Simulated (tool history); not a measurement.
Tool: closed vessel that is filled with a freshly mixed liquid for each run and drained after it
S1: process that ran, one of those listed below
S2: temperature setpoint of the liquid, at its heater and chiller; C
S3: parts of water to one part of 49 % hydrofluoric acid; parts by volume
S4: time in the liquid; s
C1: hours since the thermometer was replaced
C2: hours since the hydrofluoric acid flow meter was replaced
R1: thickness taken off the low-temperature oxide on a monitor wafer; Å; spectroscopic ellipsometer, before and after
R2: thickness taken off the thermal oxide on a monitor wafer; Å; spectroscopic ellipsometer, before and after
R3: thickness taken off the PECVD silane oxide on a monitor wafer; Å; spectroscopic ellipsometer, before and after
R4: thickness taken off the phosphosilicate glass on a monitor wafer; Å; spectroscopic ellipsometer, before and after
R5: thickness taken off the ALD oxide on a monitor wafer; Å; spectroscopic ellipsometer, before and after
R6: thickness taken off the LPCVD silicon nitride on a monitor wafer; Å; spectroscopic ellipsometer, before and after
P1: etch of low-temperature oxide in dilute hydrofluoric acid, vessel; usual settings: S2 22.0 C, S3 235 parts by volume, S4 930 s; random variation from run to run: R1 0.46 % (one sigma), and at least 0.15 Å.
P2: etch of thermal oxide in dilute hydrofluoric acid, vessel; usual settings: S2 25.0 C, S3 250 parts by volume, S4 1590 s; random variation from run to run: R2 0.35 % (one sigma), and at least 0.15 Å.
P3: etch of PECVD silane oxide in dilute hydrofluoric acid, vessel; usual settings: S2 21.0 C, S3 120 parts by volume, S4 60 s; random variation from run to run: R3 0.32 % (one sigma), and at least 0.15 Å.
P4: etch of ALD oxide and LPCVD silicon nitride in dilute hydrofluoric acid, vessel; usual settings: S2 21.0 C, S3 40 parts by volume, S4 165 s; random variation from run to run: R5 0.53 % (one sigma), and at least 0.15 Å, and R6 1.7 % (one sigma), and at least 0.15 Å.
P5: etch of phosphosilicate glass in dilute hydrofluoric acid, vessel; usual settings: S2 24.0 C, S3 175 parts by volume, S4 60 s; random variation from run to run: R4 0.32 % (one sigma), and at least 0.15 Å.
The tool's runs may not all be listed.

Run 1, day 0.246: S1 P1, S2 22.0 C, S3 235 parts by volume, S4 930 s; C1 1910.9; C2 1306.3. Result: R1 353.260 Å.
Run 2, day 0.592: S1 P2, S2 25.0 C, S3 250 parts by volume, S4 3115 s; C1 1919.2; C2 1314.6. Result: R2 551.70 Å.
Run 3, day 0.829: S1 P3, S2 21.0 C, S3 120 parts by volume, S4 60 s; C1 1924.9; C2 1320.3. Result: R3 214.24 Å.
Run 4, day 1.088: S1 P5, S2 24.0 C, S3 175 parts by volume, S4 60 s; C1 1931.1; C2 1326.5. Result: R4 248.32 Å.
Run 5, day 1.371: S1 P4, S2 21.0 C, S3 40 parts by volume, S4 165 s; C1 1937.9; C2 1333.3. Result: R5 375.120 Å, R6 14.240 Å.
Run 6, day 1.667: S1 P5, S2 24.0 C, S3 280 parts by volume, S4 60 s; C1 1945.0; C2 1340.4. Result: R4 139.66 Å.
Run 7, day 1.933: S1 P3, S2 21.0 C, S3 120 parts by volume, S4 60 s; C1 1951.4; C2 1346.8. Result: R3 212.65 Å.
Run 8, day 2.188: S1 P4, S2 29.0 C, S3 40 parts by volume, S4 165 s; C1 1957.5; C2 1352.9. Result: R5 526.520 Å, R6 25.649 Å.
Run 9, day 2.417: S1 P1, S2 22.0 C, S3 115 parts by volume, S4 930 s; C1 1963.0; C2 1358.4. Result: R1 834.250 Å.
Run 10, day 2.700: S1 P3, S2 21.0 C, S3 120 parts by volume, S4 95 s; C1 1969.8; C2 1365.2. Result: R3 341.28 Å.
Run 11, day 2.888: S1 P1, S2 22.0 C, S3 235 parts by volume, S4 1420 s; C1 1974.3; C2 1369.7. Result: R1 544.310 Å.
Run 12, day 3.188: S1 P1, S2 22.0 C, S3 395 parts by volume, S4 930 s; C1 1981.5; C2 1376.9. Result: R1 182.070 Å.
Run 13, day 3.483: S1 P1, S2 22.0 C, S3 235 parts by volume, S4 930 s; C1 1988.6; C2 1384.0. Result: R1 354.950 Å.
Run 14, day 3.796: S1 P4, S2 21.0 C, S3 40 parts by volume, S4 40 s; C1 1996.1; C2 1391.5. Result: R5 91.187 Å, R6 3.488 Å.
Run 15, day 4.038: S1 P1, S2 26.0 C, S3 120 parts by volume, S4 930 s; C1 2001.9; C2 1397.3. Result: R1 905.240 Å.
Run 16, day 4.238: S1 P2, S2 33.0 C, S3 250 parts by volume, S4 1590 s; C1 2006.7; C2 1402.1. Result: R2 370.35 Å.
Run 17, day 4.442: S1 P5, S2 17.0 C, S3 175 parts by volume, S4 60 s; C1 2011.6; C2 1407.0. Result: R4 188.34 Å.
Run 18, day 4.642: S1 P3, S2 28.0 C, S3 120 parts by volume, S4 60 s; C1 2016.4; C2 1411.8. Result: R3 281.26 Å.
Run 19, day 5.025: S1 P2, S2 25.0 C, S3 55 parts by volume, S4 1590 s; C1 2025.6; C2 1421.0. Result: R2 1619.90 Å.
Run 20, day 5.288: S1 P1, S2 28.5 C, S3 235 parts by volume, S4 930 s; C1 2031.9; C2 1427.3. Result: R1 446.090 Å.
Run 21, day 5.571: S1 P5, S2 24.0 C, S3 175 parts by volume, S4 100 s; C1 2038.7; C2 1434.1. Result: R4 413.60 Å.
Run 22, day 5.812: S1 P1, S2 22.0 C, S3 355 parts by volume, S4 1430 s; C1 2044.5; C2 1439.9. Result: R1 324.320 Å.
Run 23, day 6.175: S1 P1, S2 17.0 C, S3 235 parts by volume, S4 930 s; C1 2053.2; C2 1448.6. Result: R1 293.140 Å.
Run 24, day 6.442: S1 P1, S2 22.0 C, S3 235 parts by volume, S4 930 s; C1 2059.6; C2 1455.0. Result: R1 354.070 Å.
Run 25, day 6.654: S1 P2, S2 25.0 C, S3 250 parts by volume, S4 1590 s; C1 2064.7; C2 1460.1. Result: R2 281.88 Å.
Run 26, day 6.912: S1 P3, S2 21.0 C, S3 215 parts by volume, S4 60 s; C1 2070.9; C2 1466.3. Result: R3 107.92 Å.
Run 27, day 7.133: S1 P1, S2 22.0 C, S3 235 parts by volume, S4 930 s; C1 2076.2; C2 1471.6. Result: R1 352.020 Å.
Run 28, day 7.375: S1 P4, S2 21.0 C, S3 25 parts by volume, S4 165 s; C1 2082.0; C2 1477.4. Result: R5 617.700 Å, R6 22.996 Å.
Run 29, day 7.600: S1 P1, S2 22.0 C, S3 135 parts by volume, S4 1625 s; C1 2087.4; C2 1482.8. Result: R1 1207.900 Å.
Run 30, day 7.888: S1 P1, S2 22.0 C, S3 235 parts by volume, S4 255 s; C1 2094.3; C2 1489.7. Result: R1 97.342 Å.
Run 31, day 8.200: S1 P1, S2 22.0 C, S3 235 parts by volume, S4 930 s; C1 2101.8; C2 1497.2. Result: R1 354.960 Å.
Run 32, day 8.458: S1 P1, S2 22.0 C, S3 235 parts by volume, S4 930 s; C1 2108.0; C2 1503.4. Result: R1 347.370 Å.
Run 33, day 8.758: S1 P1, S2 22.0 C, S3 235 parts by volume, S4 930 s; C1 2115.2; C2 1510.6. Result: R1 340.970 Å.
Run 34, day 9.004: S1 P1, S2 22.0 C, S3 235 parts by volume, S4 930 s; C1 2121.1; C2 1516.5. Result: R1 333.540 Å.
Run 35, day 9.300: S1 P1, S2 22.0 C, S3 235 parts by volume, S4 930 s; C1 2128.2; C2 1523.6. Result: R1 334.970 Å.

Run 36 comes next. What will it give?
Run 36, day 9.675: S1 P1, S2 22.0 C, S3 235 parts by volume, S4 930 s; C1 2137.2; C2 1532.6. Result: R1 ?.

Run 36 gave R1 331.280 Å.
